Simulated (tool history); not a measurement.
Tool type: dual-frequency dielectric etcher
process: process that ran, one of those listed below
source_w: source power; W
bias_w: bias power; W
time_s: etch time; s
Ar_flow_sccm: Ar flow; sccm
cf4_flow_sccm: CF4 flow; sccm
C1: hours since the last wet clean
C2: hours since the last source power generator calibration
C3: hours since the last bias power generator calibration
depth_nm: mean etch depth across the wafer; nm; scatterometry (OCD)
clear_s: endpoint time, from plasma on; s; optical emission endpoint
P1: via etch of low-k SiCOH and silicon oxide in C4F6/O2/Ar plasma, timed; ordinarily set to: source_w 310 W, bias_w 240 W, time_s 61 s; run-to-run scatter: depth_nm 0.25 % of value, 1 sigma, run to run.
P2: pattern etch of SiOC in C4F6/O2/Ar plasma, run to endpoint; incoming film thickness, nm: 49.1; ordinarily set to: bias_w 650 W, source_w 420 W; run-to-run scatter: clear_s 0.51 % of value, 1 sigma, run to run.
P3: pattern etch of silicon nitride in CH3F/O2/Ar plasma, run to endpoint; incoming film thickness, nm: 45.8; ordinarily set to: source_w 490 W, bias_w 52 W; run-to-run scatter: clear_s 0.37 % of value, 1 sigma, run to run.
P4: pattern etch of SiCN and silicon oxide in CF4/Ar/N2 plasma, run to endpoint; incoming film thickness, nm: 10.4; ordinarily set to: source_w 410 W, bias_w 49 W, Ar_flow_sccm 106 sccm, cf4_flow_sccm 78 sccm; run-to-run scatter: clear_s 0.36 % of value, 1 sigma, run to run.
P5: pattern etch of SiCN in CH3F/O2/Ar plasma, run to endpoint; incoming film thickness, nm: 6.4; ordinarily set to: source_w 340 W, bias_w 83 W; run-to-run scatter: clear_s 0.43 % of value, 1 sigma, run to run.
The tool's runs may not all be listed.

run 1 hour=3.5 | process=P1 source_w=310 bias_w=240 time_s=61 | C1=278.4 C2=618.6 C3=877.3 | depth_nm=171.07
run 2 hour=7.7 | process=P1 source_w=240 bias_w=240 time_s=61 | C1=282.6 C2=622.8 C3=881.5 | depth_nm=155.89
run 3 hour=11.6 | process=P3 source_w=490 bias_w=52 | C1=286.5 C2=626.7 C3=885.4 | clear_s=69.934
run 4 hour=16.9 | process=P2 source_w=420 bias_w=531 | C1=291.8 C2=632 C3=890.7 | clear_s=15.73
run 5 hour=21.3 | process=P3 source_w=490 bias_w=35 | C1=296.2 C2=636.4 C3=895.1 | clear_s=78.413
run 6 hour=24.9 | process=P1 source_w=310 bias_w=240 time_s=89 | C1=299.8 C2=640 C3=898.7 | depth_nm=250.74
run 7 hour=29.7 | process=P1 source_w=310 bias_w=240 time_s=33.5 | C1=304.6 C2=644.8 C3=903.5 | depth_nm=93.89
run 8 hour=35.1 | process=P1 source_w=310 bias_w=240 time_s=61 | C1=310 C2=650.2 C3=908.9 | depth_nm=171.21
-- hour=37 wet clean of the chamber
run 9 hour=39.8 | process=P5 source_w=460 bias_w=83 | C1=2.8 C2=654.9 C3=913.6 | clear_s=15.021
run 10 hour=45.3 | process=P2 source_w=420 bias_w=650 | C1=8.3 C2=660.4 C3=919.1 | clear_s=14.552
run 11 hour=48.7 | process=P4 source_w=320 bias_w=49 Ar_flow_sccm=106 cf4_flow_sccm=78 | C1=11.7 C2=663.8 C3=922.5 | clear_s=18.734
run 12 hour=55.2 | process=P4 source_w=410 bias_w=49 Ar_flow_sccm=106 cf4_flow_sccm=78 | C1=18.2 C2=670.3 C3=929 | clear_s=15.033
run 13 hour=61.5 | process=P1 source_w=310 bias_w=175 time_s=33.5 | C1=24.5 C2=676.6 C3=935.3 | depth_nm=84.49
run 14 hour=66.4 | process=P3 source_w=490 bias_w=52 | C1=29.4 C2=681.5 C3=940.2 | clear_s=69.921
run 15 hour=71.8 | process=P1 source_w=310 bias_w=240 time_s=61 | C1=34.8 C2=686.9 C3=945.6 | depth_nm=171.28
run 16 hour=77.6 | process=P3 source_w=690 bias_w=52 | C1=40.6 C2=692.7 C3=951.4 | clear_s=61.091
run 17 hour=82 | process=P4 source_w=410 bias_w=49 Ar_flow_sccm=80 cf4_flow_sccm=78 | C1=45 C2=697.1 C3=955.8 | clear_s=14.415
run 18 hour=87.3 | process=P2 source_w=310 bias_w=650 | C1=50.3 C2=702.4 C3=961.1 | clear_s=16.093
run 19 hour=93.2 | process=P1 source_w=390 bias_w=240 time_s=61 | C1=56.2 C2=708.3 C3=967 | depth_nm=186.8
run 20 hour=98.5 | process=P2 source_w=420 bias_w=650 | C1=61.5 C2=713.6 C3=972.3 | clear_s=14.596
run 21 hour=104.8 | process=P1 source_w=310 bias_w=194 time_s=61 | C1=67.8 C2=719.9 C3=978.6 | depth_nm=159.31
run 22 hour=108.6 | process=P1 source_w=310 bias_w=240 time_s=61 | C1=71.6 C2=723.7 C3=982.4 | depth_nm=172.21
run 23 hour=115.2 | process=P4 source_w=410 bias_w=59 Ar_flow_sccm=106 cf4_flow_sccm=78 | C1=78.2 C2=730.3 C3=989 | clear_s=14.213
run 24 hour=121.9 | process=P1 source_w=310 bias_w=240 time_s=61 | C1=84.9 C2=737 C3=995.7 | depth_nm=171.16
run 25 hour=127.7 | process=P5 source_w=340 bias_w=48 | C1=90.7 C2=742.8 C3=1001.5 | clear_s=20.401
run 26 hour=132.8 | process=P1 source_w=310 bias_w=240 time_s=61 | C1=95.8 C2=747.9 C3=1006.6 | depth_nm=170.86
run 27 hour=137.3 | process=P4 source_w=410 bias_w=49 Ar_flow_sccm=106 cf4_flow_sccm=94 | C1=100.3 C2=752.4 C3=1011.1 | clear_s=14.56

Run 28 has not been measured yet. What should we expect?
run 28 hour=142.4 | process=P5 source_w=340 bias_w=83 | C1=105.4 C2=757.5 C3=1016.2 | clear_s=?

Run 28 yielded clear_s 16.779 s.

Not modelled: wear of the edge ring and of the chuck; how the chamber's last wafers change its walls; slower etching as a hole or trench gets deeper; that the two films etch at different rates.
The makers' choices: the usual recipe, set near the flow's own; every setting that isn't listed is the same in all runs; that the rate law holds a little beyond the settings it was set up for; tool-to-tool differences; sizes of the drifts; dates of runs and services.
